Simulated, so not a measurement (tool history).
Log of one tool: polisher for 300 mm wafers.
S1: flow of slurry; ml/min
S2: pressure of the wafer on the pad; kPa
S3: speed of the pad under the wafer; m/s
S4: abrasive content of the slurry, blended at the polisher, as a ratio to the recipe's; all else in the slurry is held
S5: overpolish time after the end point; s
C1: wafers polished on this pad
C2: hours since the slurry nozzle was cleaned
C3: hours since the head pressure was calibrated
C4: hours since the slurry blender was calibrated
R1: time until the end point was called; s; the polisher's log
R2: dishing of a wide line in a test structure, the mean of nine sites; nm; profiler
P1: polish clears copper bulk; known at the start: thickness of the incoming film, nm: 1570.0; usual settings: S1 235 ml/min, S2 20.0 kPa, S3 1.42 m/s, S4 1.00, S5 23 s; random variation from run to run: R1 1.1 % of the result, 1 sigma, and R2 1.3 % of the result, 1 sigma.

Run 1, hour 3.4: S1 235 ml/min, S2 20.0 kPa, S3 1.42 m/s, S4 1.00, S5 23 s; C1 430; C2 213.6; C3 345.1; C4 116.3. Result: R1 127.190 s, R2 73.652 nm.
Run 2, hour 6.4: S1 235 ml/min, S2 20.0 kPa, S3 1.42 m/s, S4 1.00, S5 23 s; C1 453; C2 216.6; C3 348.1; C4 119.3. Result: R1 125.870 s, R2 75.341 nm.
Run 3, hour 10.7: S1 235 ml/min, S2 20.0 kPa, S3 1.42 m/s, S4 1.00, S5 23 s; C1 485; C2 220.9; C3 352.4; C4 123.6. Result: R1 126.050 s, R2 74.638 nm.
Run 4, hour 13.5: S1 235 ml/min, S2 20.0 kPa, S3 1.42 m/s, S4 1.00, S5 11 s; C1 506; C2 223.7; C3 355.2; C4 126.4. Result: R1 127.760 s, R2 58.556 nm.
Run 5, hour 18.8: S1 235 ml/min, S2 13.8 kPa, S3 1.42 m/s, S4 1.00, S5 13 s; C1 545; C2 229.0; C3 360.5; C4 131.7. Result: R1 183.720 s, R2 51.792 nm.
Run 6, hour 23.2: S1 235 ml/min, S2 20.0 kPa, S3 1.42 m/s, S4 1.00, S5 23 s; C1 578; C2 233.4; C3 364.9; C4 136.1. Result: R1 126.540 s, R2 73.451 nm.
At hour 24.0: worn pad replaced by a new one.
Run 7, hour 27.4: S1 235 ml/min, S2 20.0 kPa, S3 0.64 m/s, S4 1.00, S5 23 s; C1 25; C2 237.6; C3 369.1; C4 140.3. Result: R1 283.920 s, R2 57.357 nm.
Run 8, hour 31.1: S1 235 ml/min, S2 13.8 kPa, S3 1.42 m/s, S4 1.00, S5 23 s; C1 53; C2 241.3; C3 372.8; C4 144.0. Result: R1 186.990 s, R2 62.730 nm.
At hour 34.7: slurry blender recalibrated.
Run 9, hour 37.0: S1 235 ml/min, S2 20.0 kPa, S3 1.42 m/s, S4 0.55, S5 23 s; C1 97; C2 247.2; C3 378.7; C4 2.4. Result: R1 145.840 s, R2 72.130 nm.
Run 10, hour 40.1: S1 235 ml/min, S2 20.0 kPa, S3 1.42 m/s, S4 1.00, S5 23 s; C1 120; C2 250.3; C3 381.8; C4 5.5. Result: R1 128.250 s, R2 71.187 nm.
Run 11, hour 43.5: S1 310 ml/min, S2 20.0 kPa, S3 1.42 m/s, S4 1.00, S5 23 s; C1 146; C2 253.7; C3 385.2; C4 8.9. Result: R1 124.690 s, R2 74.026 nm.
Run 12, hour 46.8: S1 235 ml/min, S2 20.0 kPa, S3 1.42 m/s, S4 1.00, S5 23 s; C1 170; C2 257.0; C3 388.5; C4 12.2. Result: R1 129.570 s, R2 75.115 nm.
Run 13, hour 49.9: S1 235 ml/min, S2 20.0 kPa, S3 2.08 m/s, S4 1.00, S5 23 s; C1 194; C2 260.1; C3 391.6; C4 15.3. Result: R1 86.250 s, R2 76.829 nm.
Run 14, hour 55.1: S1 235 ml/min, S2 20.0 kPa, S3 1.42 m/s, S4 1.45, S5 11 s; C1 232; C2 265.3; C3 396.8; C4 20.5. Result: R1 117.470 s, R2 61.173 nm.
Run 15, hour 58.4: S1 235 ml/min, S2 20.0 kPa, S3 1.42 m/s, S4 1.00, S5 46 s; C1 257; C2 268.6; C3 400.1; C4 23.8. Result: R1 127.690 s, R2 77.909 nm.
Run 16, hour 64.0: S1 235 ml/min, S2 12.4 kPa, S3 2.18 m/s, S4 1.00, S5 23 s; C1 299; C2 274.2; C3 405.7; C4 29.4. Result: R1 132.600 s, R2 64.439 nm.
Run 17, hour 69.4: S1 140 ml/min, S2 20.0 kPa, S3 1.42 m/s, S4 1.00, S5 23 s; C1 339; C2 279.6; C3 411.1; C4 34.8. Result: R1 138.530 s, R2 73.628 nm.
Run 18, hour 75.2: S1 235 ml/min, S2 20.0 kPa, S3 1.42 m/s, S4 1.00, S5 23 s; C1 383; C2 285.4; C3 416.9; C4 40.6. Result: R1 126.320 s, R2 73.109 nm.
Run 19, hour 80.0: S1 235 ml/min, S2 31.7 kPa, S3 1.42 m/s, S4 1.00, S5 23 s; C1 419; C2 290.2; C3 421.7; C4 45.4. Result: R1 81.887 s, R2 82.478 nm.
Run 20, hour 84.2: S1 235 ml/min, S2 20.0 kPa, S3 1.42 m/s, S4 1.45, S5 23 s; C1 450; C2 294.4; C3 425.9; C4 49.6. Result: R1 118.210 s, R2 74.475 nm.
Run 21, hour 89.2: S1 235 ml/min, S2 20.0 kPa, S3 1.42 m/s, S4 1.00, S5 23 s; C1 488; C2 299.4; C3 430.9; C4 54.6. Result: R1 129.380 s, R2 74.557 nm.
Run 22, hour 91.9: S1 235 ml/min, S2 20.0 kPa, S3 1.42 m/s, S4 1.00, S5 23 s; C1 508; C2 302.1; C3 433.6; C4 57.3. Result: R1 131.250 s, R2 72.564 nm.

Run 23 comes next. What will it give?
Run 23, hour 94.8: S1 235 ml/min, S2 20.0 kPa, S3 1.42 m/s, S4 1.00, S5 23 s; C1 529; C2 305.0; C3 436.5; C4 60.2. Result: R1 ?, R2 ?.

Run 23 gave R1 130.810 s, R2 72.260 nm.

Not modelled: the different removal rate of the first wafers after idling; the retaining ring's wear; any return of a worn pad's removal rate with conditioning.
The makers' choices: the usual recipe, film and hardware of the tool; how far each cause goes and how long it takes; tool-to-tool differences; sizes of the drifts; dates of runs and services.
